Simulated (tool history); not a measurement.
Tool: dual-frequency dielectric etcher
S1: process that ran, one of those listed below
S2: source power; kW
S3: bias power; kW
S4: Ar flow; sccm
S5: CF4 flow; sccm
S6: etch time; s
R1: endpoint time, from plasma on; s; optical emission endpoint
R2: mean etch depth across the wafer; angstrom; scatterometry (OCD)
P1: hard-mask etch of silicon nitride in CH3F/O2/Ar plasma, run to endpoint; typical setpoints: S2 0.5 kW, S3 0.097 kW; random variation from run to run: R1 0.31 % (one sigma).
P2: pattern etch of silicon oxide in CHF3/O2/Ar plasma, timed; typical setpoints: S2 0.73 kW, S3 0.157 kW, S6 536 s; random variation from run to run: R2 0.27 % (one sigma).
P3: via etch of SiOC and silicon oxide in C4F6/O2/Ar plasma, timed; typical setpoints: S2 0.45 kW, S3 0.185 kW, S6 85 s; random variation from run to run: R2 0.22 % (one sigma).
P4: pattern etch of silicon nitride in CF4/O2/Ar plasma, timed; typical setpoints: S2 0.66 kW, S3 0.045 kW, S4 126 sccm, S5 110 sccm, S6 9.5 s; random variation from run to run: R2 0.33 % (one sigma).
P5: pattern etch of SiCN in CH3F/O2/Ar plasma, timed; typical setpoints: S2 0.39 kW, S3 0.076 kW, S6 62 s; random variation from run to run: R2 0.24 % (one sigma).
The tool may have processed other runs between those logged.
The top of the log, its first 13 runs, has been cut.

run 14 hour=70.9 | S1=P1 S2=0.36 S3=0.097 | R1=46.539
run 15 hour=77.4 | S1=P1 S2=0.5 S3=0.097 | R1=41.37
run 16 hour=83 | S1=P2 S2=0.73 S3=0.157 S6=536 | R2=10746
run 17 hour=86.4 | S1=P1 S2=0.4 S3=0.079 | R1=48.358
run 18 hour=92.6 | S1=P3 S2=0.45 S3=0.236 S6=85 | R2=1098.5
run 19 hour=98.8 | S1=P5 S2=0.39 S3=0.076 S6=35.5 | R2=133.42
run 20 hour=102.6 | S1=P4 S2=0.66 S3=0.045 S4=126 S5=110 S6=9.5 | R2=218.58
run 21 hour=108 | S1=P5 S2=0.39 S3=0.103 S6=62 | R2=261.42
run 22 hour=112.5 | S1=P3 S2=0.55 S3=0.185 S6=85 | R2=1092.2
run 23 hour=116.4 | S1=P1 S2=0.5 S3=0.07 | R1=46.001
run 24 hour=120.7 | S1=P3 S2=0.45 S3=0.185 S6=85 | R2=1013.2
run 25 hour=124.5 | S1=P5 S2=0.39 S3=0.076 S6=62 | R2=233.25
run 26 hour=128.5 | S1=P4 S2=0.66 S3=0.062 S4=126 S5=110 S6=9.5 | R2=247.27
run 27 hour=134.1 | S1=P1 S2=0.5 S3=0.097 | R1=41.372
run 28 hour=140.5 | S1=P4 S2=0.66 S3=0.045 S4=126 S5=110 S6=5 | R2=115.11
-- hour=141.2 source power generator calibrated
run 29 hour=147.1 | S1=P1 S2=0.5 S3=0.097 | R1=41.446
run 30 hour=153.2 | S1=P3 S2=0.45 S3=0.185 S6=125.5 | R2=1501.4
run 31 hour=156.2 | S1=P1 S2=0.5 S3=0.126 | R1=37.533
run 32 hour=162.7 | S1=P1 S2=0.5 S3=0.097 | R1=41.091
run 33 hour=166.8 | S1=P1 S2=0.5 S3=0.097 | R1=41.389
run 34 hour=171.6 | S1=P1 S2=0.5 S3=0.097 | R1=41.53
run 35 hour=177.1 | S1=P1 S2=0.5 S3=0.097 | R1=41.928

Run 36 is up next; what results do you expect?
run 36 hour=183.3 | S1=P1 S2=0.5 S3=0.097 | R1=?

R1: 41.797 s
